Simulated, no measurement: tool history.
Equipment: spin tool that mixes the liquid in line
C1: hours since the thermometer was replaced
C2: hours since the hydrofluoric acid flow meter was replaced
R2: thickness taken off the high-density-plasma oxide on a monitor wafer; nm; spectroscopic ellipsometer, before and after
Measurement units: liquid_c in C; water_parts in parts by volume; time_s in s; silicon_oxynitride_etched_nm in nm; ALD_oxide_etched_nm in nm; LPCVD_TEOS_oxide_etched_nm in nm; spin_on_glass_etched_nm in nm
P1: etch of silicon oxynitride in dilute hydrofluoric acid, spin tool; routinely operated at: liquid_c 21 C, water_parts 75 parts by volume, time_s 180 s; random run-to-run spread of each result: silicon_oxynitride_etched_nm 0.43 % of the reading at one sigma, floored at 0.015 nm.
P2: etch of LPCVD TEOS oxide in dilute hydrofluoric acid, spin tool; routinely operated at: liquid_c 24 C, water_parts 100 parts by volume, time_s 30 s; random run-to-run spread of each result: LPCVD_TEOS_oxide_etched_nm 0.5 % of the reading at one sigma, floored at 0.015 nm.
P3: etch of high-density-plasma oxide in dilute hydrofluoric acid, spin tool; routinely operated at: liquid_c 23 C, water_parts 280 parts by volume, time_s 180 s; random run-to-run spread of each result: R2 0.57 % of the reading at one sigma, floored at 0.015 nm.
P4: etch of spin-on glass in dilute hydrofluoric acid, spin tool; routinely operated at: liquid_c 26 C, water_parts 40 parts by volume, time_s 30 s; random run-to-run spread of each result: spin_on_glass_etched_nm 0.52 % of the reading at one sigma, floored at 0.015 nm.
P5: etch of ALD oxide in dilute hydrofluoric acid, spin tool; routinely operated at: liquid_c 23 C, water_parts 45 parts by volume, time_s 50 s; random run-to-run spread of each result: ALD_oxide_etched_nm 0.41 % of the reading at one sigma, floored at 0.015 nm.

Run 1, hour 16.1: process P1, liquid_c 21 C, water_parts 75 parts by volume, time_s 180 s; C1 457.5; C2 500. Result: silicon_oxynitride_etched_nm 8.7621 nm.
Run 2, hour 24.5: process P1, liquid_c 21 C, water_parts 75 parts by volume, time_s 180 s; C1 465.9; C2 508.4. Result: silicon_oxynitride_etched_nm 8.7217 nm.
Run 3, hour 32.2: process P3, liquid_c 18.5 C, water_parts 280 parts by volume, time_s 180 s; C1 473.6; C2 516.1. Result: R2 3.2511 nm.
Run 4, hour 41.2: process P5, liquid_c 23 C, water_parts 45 parts by volume, time_s 15 s; C1 482.6; C2 525.1. Result: ALD_oxide_etched_nm 4.6737 nm.
Run 5, hour 55.7: process P1, liquid_c 21 C, water_parts 75 parts by volume, time_s 180 s; C1 497.1; C2 539.6. Result: silicon_oxynitride_etched_nm 8.6239 nm.
Run 6, hour 68.4: process P3, liquid_c 23 C, water_parts 280 parts by volume, time_s 180 s; C1 509.8; C2 552.3. Result: R2 3.7751 nm.
Run 7, hour 83: process P2, liquid_c 24 C, water_parts 20 parts by volume, time_s 30 s; C1 524.4; C2 566.9. Result: LPCVD_TEOS_oxide_etched_nm 83.077 nm.
Run 8, hour 95.6: process P4, liquid_c 20.5 C, water_parts 40 parts by volume, time_s 30 s; C1 537; C2 579.5. Result: spin_on_glass_etched_nm 41.463 nm.
Run 9, hour 111.2: process P3, liquid_c 23 C, water_parts 280 parts by volume, time_s 180 s; C1 552.6; C2 595.1. Result: R2 3.7481 nm.
Run 10, hour 122.3: process P1, liquid_c 21 C, water_parts 75 parts by volume, time_s 180 s; C1 563.7; C2 606.2. Result: silicon_oxynitride_etched_nm 8.7429 nm.
Run 11, hour 134.8: process P4, liquid_c 26 C, water_parts 40 parts by volume, time_s 30 s; C1 576.2; C2 618.7. Result: spin_on_glass_etched_nm 52.133 nm.
Run 12, hour 148: process P1, liquid_c 21 C, water_parts 35 parts by volume, time_s 100 s; C1 589.4; C2 631.9. Result: silicon_oxynitride_etched_nm 10.673 nm.
Run 13, hour 162.5: process P5, liquid_c 17 C, water_parts 45 parts by volume, time_s 50 s; C1 603.9; C2 646.4. Result: ALD_oxide_etched_nm 12.05 nm.
Run 14, hour 175: process P2, liquid_c 24 C, water_parts 100 parts by volume, time_s 60 s; C1 616.4; C2 658.9. Result: LPCVD_TEOS_oxide_etched_nm 29.699 nm.
Run 15, hour 192.2: process P1, liquid_c 17 C, water_parts 75 parts by volume, time_s 180 s; C1 633.6; C2 676.1. Result: silicon_oxynitride_etched_nm 7.1404 nm.
Run 16, hour 202.8: process P4, liquid_c 26 C, water_parts 25 parts by volume, time_s 30 s; C1 644.2; C2 686.7. Result: spin_on_glass_etched_nm 85.371 nm.
Run 17, hour 220.4: process P1, liquid_c 21 C, water_parts 75 parts by volume, time_s 315 s; C1 661.8; C2 704.3. Result: silicon_oxynitride_etched_nm 15.157 nm.
At hour 223.8: thermometer replaced.
Run 18, hour 228.5: process P2, liquid_c 17 C, water_parts 100 parts by volume, time_s 30 s; C1 4.8; C2 712.4. Result: LPCVD_TEOS_oxide_etched_nm 11.257 nm.
Run 19, hour 243.7: process P2, liquid_c 24 C, water_parts 100 parts by volume, time_s 30 s; C1 20; C2 727.6. Result: LPCVD_TEOS_oxide_etched_nm 14.983 nm.
Run 20, hour 259.3: process P1, liquid_c 21 C, water_parts 35 parts by volume, time_s 180 s; C1 35.6; C2 743.2. Result: silicon_oxynitride_etched_nm 19.128 nm.
Run 21, hour 276: process P1, liquid_c 27 C, water_parts 75 parts by volume, time_s 180 s; C1 52.3; C2 759.9. Result: silicon_oxynitride_etched_nm 11.527 nm.
Run 22, hour 287.8: process P3, liquid_c 23 C, water_parts 280 parts by volume, time_s 285 s; C1 64.1; C2 771.7. Result: R2 5.9785 nm.
At hour 290.6: hydrofluoric acid flow meter replaced.
Run 23, hour 304.3: process P1, liquid_c 21 C, water_parts 130 parts by volume, time_s 180 s; C1 80.6; C2 13.8. Result: silicon_oxynitride_etched_nm 4.8619 nm.
Run 24, hour 319.9: process P1, liquid_c 21 C, water_parts 75 parts by volume, time_s 180 s; C1 96.2; C2 29.4. Result: silicon_oxynitride_etched_nm 8.7682 nm.
Run 25, hour 331.4: process P1, liquid_c 21 C, water_parts 75 parts by volume, time_s 180 s; C1 107.7; C2 40.9. Result: silicon_oxynitride_etched_nm 8.7138 nm.
Run 26, hour 345.8: process P1, liquid_c 25.5 C, water_parts 115 parts by volume, time_s 180 s; C1 122.1; C2 55.3. Result: silicon_oxynitride_etched_nm 6.8661 nm.
Run 27, hour 356.8: process P5, liquid_c 23 C, water_parts 45 parts by volume, time_s 50 s; C1 133.1; C2 66.3. Result: ALD_oxide_etched_nm 15.411 nm.
Run 28, hour 371.3: process P1, liquid_c 17 C, water_parts 75 parts by volume, time_s 15 s; C1 147.6; C2 80.8. Result: silicon_oxynitride_etched_nm 0.59483 nm.
Run 29, hour 385.2: process P5, liquid_c 23 C, water_parts 70 parts by volume, time_s 50 s; C1 161.5; C2 94.7. Result: ALD_oxide_etched_nm 9.6532 nm.
Run 30, hour 400.4: process P3, liquid_c 23 C, water_parts 150 parts by volume, time_s 180 s; C1 176.7; C2 109.9. Result: R2 8.1571 nm.
Run 31, hour 412.2: process P4, liquid_c 26 C, water_parts 40 parts by volume, time_s 55 s; C1 188.5; C2 121.7. Result: spin_on_glass_etched_nm 95.814 nm.
Run 32, hour 427.5: process P1, liquid_c 21 C, water_parts 75 parts by volume, time_s 90 s; C1 203.8; C2 137. Result: silicon_oxynitride_etched_nm 4.3689 nm.
Run 33, hour 443.4: process P1, liquid_c 21 C, water_parts 75 parts by volume, time_s 180 s; C1 219.7; C2 152.9. Result: silicon_oxynitride_etched_nm 8.7079 nm.
Run 34, hour 453.4: process P1, liquid_c 21 C, water_parts 75 parts by volume, time_s 180 s; C1 229.7; C2 162.9. Result: silicon_oxynitride_etched_nm 9.0657 nm.
Run 35, hour 464.4: process P1, liquid_c 21 C, water_parts 75 parts by volume, time_s 180 s; C1 240.7; C2 173.9. Result: silicon_oxynitride_etched_nm 9.2353 nm.
Run 36, hour 474.7: process P1, liquid_c 21 C, water_parts 75 parts by volume, time_s 180 s; C1 251; C2 184.2. Result: silicon_oxynitride_etched_nm 9.2427 nm.
Run 37, hour 485.2: process P1, liquid_c 21 C, water_parts 75 parts by volume, time_s 180 s; C1 261.5; C2 194.7. Result: silicon_oxynitride_etched_nm 9.3277 nm.
Run 38, hour 498.5: process P1, liquid_c 21 C, water_parts 75 parts by volume, time_s 180 s; C1 274.8; C2 208. Result: silicon_oxynitride_etched_nm 9.3515 nm.
Run 39, hour 507.1: process P1, liquid_c 21 C, water_parts 75 parts by volume, time_s 180 s; C1 283.4; C2 216.6. Result: silicon_oxynitride_etched_nm 9.3775 nm.

What P1 gives has crept off from where it sat before. The 2 causes that follow fit the log equally well, each at the size noted:
A: hydrofluoric acid flow above the setpoint (%) = 6.62
B: liquid hotter than its thermometer reads (K) = 1.39
The creep began at about hour 443.4.

Consider the 4 check runs below, whose results appear as question marks and each of which averages 2 wafers. Which one distinguishes the causes, in that each cause would give it a clearly different result?
Run check 1, hour 515.7: process P4, liquid_c 26 C, water_parts 25 parts by volume, time_s 30 s. Result: spin_on_glass_etched_nm ?.
Run check 2, hour 515.7: process P5, liquid_c 17 C, water_parts 45 parts by volume, time_s 50 s. Result: ALD_oxide_etched_nm ?.
Run check 3, hour 515.7: process P3, liquid_c 23 C, water_parts 280 parts by volume, time_s 250 s. Result: R2 ?.
Run check 4, hour 515.7: process P2, liquid_c 24 C, water_parts 30 parts by volume, time_s 30 s. Result: LPCVD_TEOS_oxide_etched_nm ?.

Expected result of each check under each candidate cause:
  check                      result    if A    if B
check 1     spin_on_glass_etched_nm    91.3  90.488
check 2         ALD_oxide_etched_nm  12.839  12.752
check 3                          R2  5.6955  5.5157
check 4  LPCVD_TEOS_oxide_etched_nm  58.227  57.726
Gap, in per cent, between the two causes that each check separates least, read from the result that separates them most: check 1 0.89 %; check 2 0.68 %; check 3 3.21 %; check 4 0.86 %
Check 3 distinguishes between the causes, while the remaining checks would return nearly the same result for all of them.

Check 3 has now been run. It gave: R2 5.497 nm. Which of the candidate causes is it?

The cause is B: liquid hotter than its thermometer reads (K).

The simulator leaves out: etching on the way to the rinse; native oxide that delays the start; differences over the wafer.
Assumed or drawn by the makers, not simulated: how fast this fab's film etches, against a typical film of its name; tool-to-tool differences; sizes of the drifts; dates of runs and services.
